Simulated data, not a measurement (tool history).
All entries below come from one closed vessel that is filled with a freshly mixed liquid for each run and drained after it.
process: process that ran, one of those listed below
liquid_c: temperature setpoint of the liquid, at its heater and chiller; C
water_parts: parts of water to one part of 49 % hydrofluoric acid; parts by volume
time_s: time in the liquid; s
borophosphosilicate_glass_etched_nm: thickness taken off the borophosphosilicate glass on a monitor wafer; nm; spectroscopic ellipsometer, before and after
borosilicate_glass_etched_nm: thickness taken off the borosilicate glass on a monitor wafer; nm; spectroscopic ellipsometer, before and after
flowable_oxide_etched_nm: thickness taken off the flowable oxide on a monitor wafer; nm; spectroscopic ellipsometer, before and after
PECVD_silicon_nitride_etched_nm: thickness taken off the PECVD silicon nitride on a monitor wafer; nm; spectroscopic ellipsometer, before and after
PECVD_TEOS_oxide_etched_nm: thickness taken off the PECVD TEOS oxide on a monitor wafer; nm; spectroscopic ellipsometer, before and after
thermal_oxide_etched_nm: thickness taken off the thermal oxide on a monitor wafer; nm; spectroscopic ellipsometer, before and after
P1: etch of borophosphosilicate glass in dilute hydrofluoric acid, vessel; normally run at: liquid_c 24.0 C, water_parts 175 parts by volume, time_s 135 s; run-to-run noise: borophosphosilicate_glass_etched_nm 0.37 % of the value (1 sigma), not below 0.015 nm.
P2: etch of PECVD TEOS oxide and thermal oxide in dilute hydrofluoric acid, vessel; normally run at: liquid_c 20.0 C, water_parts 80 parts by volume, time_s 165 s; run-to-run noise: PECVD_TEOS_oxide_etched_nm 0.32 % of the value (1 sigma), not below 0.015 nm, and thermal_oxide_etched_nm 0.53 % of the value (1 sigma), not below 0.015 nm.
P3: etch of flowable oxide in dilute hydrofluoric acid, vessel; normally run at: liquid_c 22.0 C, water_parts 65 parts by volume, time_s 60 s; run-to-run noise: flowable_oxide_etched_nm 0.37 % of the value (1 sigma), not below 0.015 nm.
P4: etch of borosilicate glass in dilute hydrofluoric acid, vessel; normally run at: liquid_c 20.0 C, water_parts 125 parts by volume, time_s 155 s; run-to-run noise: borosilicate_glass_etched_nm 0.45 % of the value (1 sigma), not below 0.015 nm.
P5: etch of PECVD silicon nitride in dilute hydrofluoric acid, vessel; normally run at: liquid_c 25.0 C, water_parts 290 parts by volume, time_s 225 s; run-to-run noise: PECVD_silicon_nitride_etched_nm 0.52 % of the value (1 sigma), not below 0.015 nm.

run,hour,process,liquid_c,water_parts,time_s,hours since the thermometer was replaced,hours since the hydrofluoric acid flow meter was replaced,borophosphosilicate_glass_etched_nm,borosilicate_glass_etched_nm,flowable_oxide_etched_nm,PECVD_silicon_nitride_etched_nm,PECVD_TEOS_oxide_etched_nm,thermal_oxide_etched_nm
1,2.8,P1,24.0,175,135,206.1,67.1,29.477,,,,,
2,5.1,P4,20.0,125,155,208.4,69.4,,54.369,,,,
3,8.3,P3,22.0,65,60,211.6,72.6,,,21.693,,,
4,13.1,P5,25.0,290,225,216.4,77.4,,,,4.7322,,
5,15.7,P5,25.0,290,390,219.0,80.0,,,,8.0923,,
6,19.7,P1,24.0,175,135,223.0,84.0,29.618,,,,,
7,22.2,P5,18.0,290,225,225.5,86.5,,,,2.9909,,
8,24.8,P3,22.0,110,60,228.1,89.1,,,12.272,,,
9,26.9,P4,20.0,125,240,230.2,91.2,,84.594,,,,
10,31.5,P1,24.0,260,135,234.8,95.8,18.211,,,,,
11,34.4,P1,24.0,175,135,237.7,98.7,29.572,,,,,
12,36.9,P2,20.0,80,30,240.2,101.2,,,,,3.1501,1.5239
13,41.4,P2,20.0,140,165,244.7,105.7,,,,,9.2638,4.5232
14,44.9,P1,24.0,265,220,248.2,109.2,28.832,,,,,
15,47.6,P1,31.0,175,135,250.9,111.9,38.016,,,,,
16,50.0,P1,24.0,65,135,253.3,114.3,90.112,,,,,
17,53.8,P5,25.0,290,225,257.1,118.1,,,,4.7129,,
18,58.0,P2,20.0,80,165,261.3,122.3,,,,,17.3770,8.6330
19,60.5,P1,24.0,175,230,263.8,124.8,50.259,,,,,
20,64.8,P3,28.5,65,60,268.1,129.1,,,28.359,,,
21,67.1,P3,22.0,65,90,270.4,131.4,,,32.690,,,
22,71.4,P1,24.0,175,70,274.7,135.7,15.424,,,,,
23,74.1,P1,17.0,175,135,277.4,138.4,22.547,,,,,
24,77.0,P4,20.0,210,155,280.3,141.3,,29.665,,,,
25,81.0,P2,17.0,80,165,284.3,145.3,,,,,15.2840,7.5151
26,85.6,P4,26.5,125,155,288.9,149.9,,70.013,,,,
27,89.0,P4,20.0,125,155,292.3,153.3,,54.542,,,,
28,91.5,P1,24.0,175,135,294.8,155.8,29.561,,,,,
29,94.0,P5,25.0,485,225,297.3,158.3,,,,2.8113,,

Run 30 comes next. What will it give?
30,98.3,P1,24.0,175,135,301.6,162.6,?,,,,,

borophosphosilicate_glass_etched_nm: 29.582 nm

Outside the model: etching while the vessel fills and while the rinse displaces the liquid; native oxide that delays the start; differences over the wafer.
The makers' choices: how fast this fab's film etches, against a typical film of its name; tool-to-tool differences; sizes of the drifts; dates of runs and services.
